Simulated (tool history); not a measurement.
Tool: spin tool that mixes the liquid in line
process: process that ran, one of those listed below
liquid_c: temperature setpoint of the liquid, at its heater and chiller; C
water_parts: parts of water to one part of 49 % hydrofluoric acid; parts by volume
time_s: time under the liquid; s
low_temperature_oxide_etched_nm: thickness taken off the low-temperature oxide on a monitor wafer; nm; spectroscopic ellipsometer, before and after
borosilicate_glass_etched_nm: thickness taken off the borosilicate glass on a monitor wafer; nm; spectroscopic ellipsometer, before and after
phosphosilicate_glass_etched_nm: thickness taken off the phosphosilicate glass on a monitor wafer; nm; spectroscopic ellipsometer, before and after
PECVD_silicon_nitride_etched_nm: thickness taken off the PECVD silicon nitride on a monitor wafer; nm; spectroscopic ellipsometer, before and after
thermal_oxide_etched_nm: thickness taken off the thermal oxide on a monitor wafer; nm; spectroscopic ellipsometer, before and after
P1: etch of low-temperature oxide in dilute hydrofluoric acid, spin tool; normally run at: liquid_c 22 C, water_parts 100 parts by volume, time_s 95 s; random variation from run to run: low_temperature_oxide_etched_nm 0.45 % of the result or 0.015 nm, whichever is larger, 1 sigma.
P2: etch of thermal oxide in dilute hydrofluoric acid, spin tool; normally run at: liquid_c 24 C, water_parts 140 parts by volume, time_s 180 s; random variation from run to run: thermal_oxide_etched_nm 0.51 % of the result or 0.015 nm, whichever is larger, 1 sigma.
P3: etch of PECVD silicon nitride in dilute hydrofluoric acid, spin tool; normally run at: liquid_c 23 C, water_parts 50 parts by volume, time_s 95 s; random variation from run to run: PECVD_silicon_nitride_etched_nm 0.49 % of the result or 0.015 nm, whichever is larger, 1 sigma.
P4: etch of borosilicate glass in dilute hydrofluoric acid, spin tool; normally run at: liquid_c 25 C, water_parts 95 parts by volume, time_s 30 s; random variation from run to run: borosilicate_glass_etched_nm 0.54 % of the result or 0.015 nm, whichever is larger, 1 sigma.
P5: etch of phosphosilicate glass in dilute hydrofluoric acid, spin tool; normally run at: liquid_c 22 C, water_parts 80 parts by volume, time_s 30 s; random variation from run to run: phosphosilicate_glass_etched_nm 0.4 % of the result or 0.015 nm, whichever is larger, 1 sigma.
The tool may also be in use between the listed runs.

run,hour,process,liquid_c,water_parts,time_s,low_temperature_oxide_etched_nm,borosilicate_glass_etched_nm,phosphosilicate_glass_etched_nm,PECVD_silicon_nitride_etched_nm,thermal_oxide_etched_nm
1,5.4,P1,22,100,95,13.995,,,,
2,10.4,P4,25,95,30,,14.928,,,
3,15.9,P5,18,80,30,,,17.864,,
4,21.8,P1,17,165,95,6.4818,,,,
5,26.1,P3,23,20,95,,,,10.579,
6,29.7,P1,29.5,100,40,7.8299,,,,
7,35.9,P3,23,50,95,,,,4.3989,
8,41.7,P3,23,50,25,,,,1.1086,
9,45.9,P5,22,80,30,,,21.271,,
10,51.7,P5,22,30,30,,,60.205,,
11,56.7,P1,29.5,100,95,18.523,,,,
12,61.6,P3,23,50,95,,,,4.3419,
13,69.4,P4,17,95,30,,10.77,,,
14,73,P1,22,100,95,13.858,,,,
15,77.3,P1,22,100,25,3.7067,,,,
16,83.3,P1,22,100,185,27.152,,,,
17,87.5,P5,22,80,45,,,31.801,,
18,95.1,P1,22,100,95,13.873,,,,
19,99.5,P2,17,140,180,,,,,4.2204
20,105.8,P5,22,80,30,,,20.939,,
21,112,P4,25,30,30,,51.565,,,
22,120.2,P1,22,170,95,7.5415,,,,
23,124.9,P2,24,140,50,,,,,1.5585
24,130.4,P4,25,95,55,,27.259,,,
25,134.9,P1,22,100,95,13.988,,,,
26,140.2,P1,17,100,95,11.295,,,,
27,144.1,P2,24,140,180,,,,,5.5341
28,151.2,P1,22,45,95,32.913,,,,
29,154.8,P2,24,140,180,,,,,5.5601
30,161.6,P3,17,50,95,,,,2.8422,
31,166.5,P1,26.5,100,170,29.781,,,,
32,170.8,P2,24,85,180,,,,,9.7843
33,175.2,P1,22,100,95,13.936,,,,
34,181.1,P1,22,100,95,13.173,,,,
35,185.9,P1,22,100,95,13,,,,

The next listed run, before its measurement:
36,191.5,P1,22,100,95,?,,,,

Run 36 gave low_temperature_oxide_etched_nm 12.741 nm.

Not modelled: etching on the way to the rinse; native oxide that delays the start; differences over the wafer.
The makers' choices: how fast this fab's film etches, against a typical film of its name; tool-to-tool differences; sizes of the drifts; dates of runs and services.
